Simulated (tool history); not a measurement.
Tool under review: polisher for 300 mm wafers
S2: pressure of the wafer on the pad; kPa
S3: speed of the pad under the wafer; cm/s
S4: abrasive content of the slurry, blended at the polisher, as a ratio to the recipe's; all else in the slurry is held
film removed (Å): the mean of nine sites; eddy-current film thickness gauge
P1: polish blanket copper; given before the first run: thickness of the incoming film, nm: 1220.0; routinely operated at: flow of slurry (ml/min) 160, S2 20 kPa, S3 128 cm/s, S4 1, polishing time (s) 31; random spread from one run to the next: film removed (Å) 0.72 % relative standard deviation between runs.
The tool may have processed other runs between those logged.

Run 1, hour 7.2: flow of slurry (ml/min) 160, S2 20 kPa, S3 128 cm/s, S4 1, polishing time (s) 31. Result: film removed (Å) 1013.
Run 2, hour 14.1: flow of slurry (ml/min) 160, S2 20 kPa, S3 128 cm/s, S4 1, polishing time (s) 15. Result: film removed (Å) 480.93.
Run 3, hour 20: flow of slurry (ml/min) 160, S2 20 kPa, S3 128 cm/s, S4 1.45, polishing time (s) 31. Result: film removed (Å) 1091.9.
Run 4, hour 26.2: flow of slurry (ml/min) 250, S2 20 kPa, S3 128 cm/s, S4 1, polishing time (s) 31. Result: film removed (Å) 1063.8.
Run 5, hour 30.5: flow of slurry (ml/min) 160, S2 20 kPa, S3 90 cm/s, S4 1, polishing time (s) 31. Result: film removed (Å) 720.58.
At hour 38.4: slurry blender recalibrated.
Run 6, hour 38.7: flow of slurry (ml/min) 160, S2 20 kPa, S3 200 cm/s, S4 1, polishing time (s) 31. Result: film removed (Å) 1561.9.
Run 7, hour 46.3: flow of slurry (ml/min) 160, S2 20 kPa, S3 128 cm/s, S4 1, polishing time (s) 49. Result: film removed (Å) 1586.
Run 8, hour 52.7: flow of slurry (ml/min) 160, S2 20 kPa, S3 128 cm/s, S4 1, polishing time (s) 31. Result: film removed (Å) 1008.6.
Run 9, hour 61: flow of slurry (ml/min) 160, S2 20 kPa, S3 128 cm/s, S4 1, polishing time (s) 31. Result: film removed (Å) 1009.2.
Run 10, hour 67: flow of slurry (ml/min) 110, S2 20 kPa, S3 128 cm/s, S4 1, polishing time (s) 31. Result: film removed (Å) 924.03.
Run 11, hour 74.2: flow of slurry (ml/min) 160, S2 20 kPa, S3 128 cm/s, S4 1, polishing time (s) 31. Result: film removed (Å) 999.26.
Run 12, hour 79: flow of slurry (ml/min) 160, S2 11 kPa, S3 128 cm/s, S4 1, polishing time (s) 31. Result: film removed (Å) 545.88.
Run 13, hour 84.9: flow of slurry (ml/min) 160, S2 20 kPa, S3 128 cm/s, S4 1, polishing time (s) 31. Result: film removed (Å) 997.21.
Run 14, hour 89.2: flow of slurry (ml/min) 160, S2 20 kPa, S3 166 cm/s, S4 0.8, polishing time (s) 31. Result: film removed (Å) 1240.9.
Run 15, hour 94.4: flow of slurry (ml/min) 160, S2 20 kPa, S3 128 cm/s, S4 0.6, polishing time (s) 31. Result: film removed (Å) 902.52.
Run 16, hour 99.8: flow of slurry (ml/min) 160, S2 20 kPa, S3 128 cm/s, S4 1, polishing time (s) 31. Result: film removed (Å) 1007.4.
Run 17, hour 105.4: flow of slurry (ml/min) 160, S2 20 kPa, S3 128 cm/s, S4 1, polishing time (s) 31. Result: film removed (Å) 1001.5.
Run 18, hour 113.6: flow of slurry (ml/min) 160, S2 31 kPa, S3 128 cm/s, S4 1, polishing time (s) 31. Result: film removed (Å) 1570.5.
Run 19, hour 121: flow of slurry (ml/min) 110, S2 20 kPa, S3 128 cm/s, S4 1, polishing time (s) 18. Result: film removed (Å) 537.27.
Run 20, hour 125.6: flow of slurry (ml/min) 160, S2 13.1 kPa, S3 190 cm/s, S4 1, polishing time (s) 31. Result: film removed (Å) 988.89.
Run 21, hour 131.6: flow of slurry (ml/min) 160, S2 20 kPa, S3 128 cm/s, S4 1, polishing time (s) 31. Result: film removed (Å) 1010.3.
Run 22, hour 138.6: flow of slurry (ml/min) 160, S2 20 kPa, S3 128 cm/s, S4 1, polishing time (s) 31. Result: film removed (Å) 987.01.
Run 23, hour 144.1: flow of slurry (ml/min) 160, S2 20 kPa, S3 128 cm/s, S4 1, polishing time (s) 31. Result: film removed (Å) 967.07.
Run 24, hour 149.7: flow of slurry (ml/min) 160, S2 20 kPa, S3 128 cm/s, S4 1, polishing time (s) 31. Result: film removed (Å) 955.01.
At hour 154.8: slurry blender recalibrated.
At hour 155: head pressure recalibrated.
Run 25, hour 155.4: flow of slurry (ml/min) 160, S2 20 kPa, S3 128 cm/s, S4 1, polishing time (s) 31. Result: film removed (Å) 949.29.
Run 26, hour 164.1: flow of slurry (ml/min) 160, S2 20 kPa, S3 128 cm/s, S4 1, polishing time (s) 31. Result: film removed (Å) 934.91.
Run 27, hour 170.3: flow of slurry (ml/min) 160, S2 20 kPa, S3 128 cm/s, S4 1, polishing time (s) 31. Result: film removed (Å) 928.89.
Run 28, hour 178.7: flow of slurry (ml/min) 160, S2 20 kPa, S3 128 cm/s, S4 1, polishing time (s) 31. Result: film removed (Å) 924.65.
Run 29, hour 186.7: flow of slurry (ml/min) 160, S2 20 kPa, S3 128 cm/s, S4 1, polishing time (s) 31. Result: film removed (Å) 914.55.

Something has made what P1 gives creep away from where it was; the 2 causes below, each at its own stated size, fit the log equally well:
A: slurry flow missing at the pad, % = 33.4
B: removal rate lost through wear of the pad, % = 7.77
Onset of the creep was near hour 131.6.
Every other cause this tool's parts could produce, and why it does not fit the log:
head's pressure below its setpoint, %: its service at hour 155 followed the start of the drift and did not put the process back to its old value
abrasive missing from the slurry, %: its service at hour 154.8 followed the start of the drift and did not put the process back to its old value

Of the 4 check runs below, each run on 5 wafers with the results averaged and each result still a question mark, which one would tell the listed causes apart?
Run check 1, hour 194.7: flow of slurry (ml/min) 160, S2 20 kPa, S3 128 cm/s, S4 0.75, polishing time (s) 48. Result: film removed (Å) ?.
Run check 2, hour 194.7: flow of slurry (ml/min) 245, S2 12.4 kPa, S3 128 cm/s, S4 1, polishing time (s) 31. Result: film removed (Å) ?.
Run check 3, hour 194.7: flow of slurry (ml/min) 160, S2 20 kPa, S3 176 cm/s, S4 1, polishing time (s) 31. Result: film removed (Å) ?.
Run check 4, hour 194.7: flow of slurry (ml/min) 160, S2 20 kPa, S3 128 cm/s, S4 1, polishing time (s) 21. Result: film removed (Å) ?.

If the cause were each of the candidates in turn, the checks would give the following:
  check            result    if A    if B
check 1  film removed (Å)  1350.9  1350.7
check 2  film removed (Å)  625.69  609.34
check 3  film removed (Å)  1274.5  1274.3
check 4  film removed (Å)  627.92  627.81
Minimum pairwise separation of causes per check, each pair taken at its best-separating result: check 1 0.02 %; check 2 2.65 %; check 3 0.02 %; check 4 0.02 %
The causes can be told apart only by check 2. The other checks would give nearly the same results under each of them.

Check 2 was carried out, with these results: film removed (Å) 628.71. Which of the listed causes is responsible?

The cause is A: slurry flow missing at the pad, %.
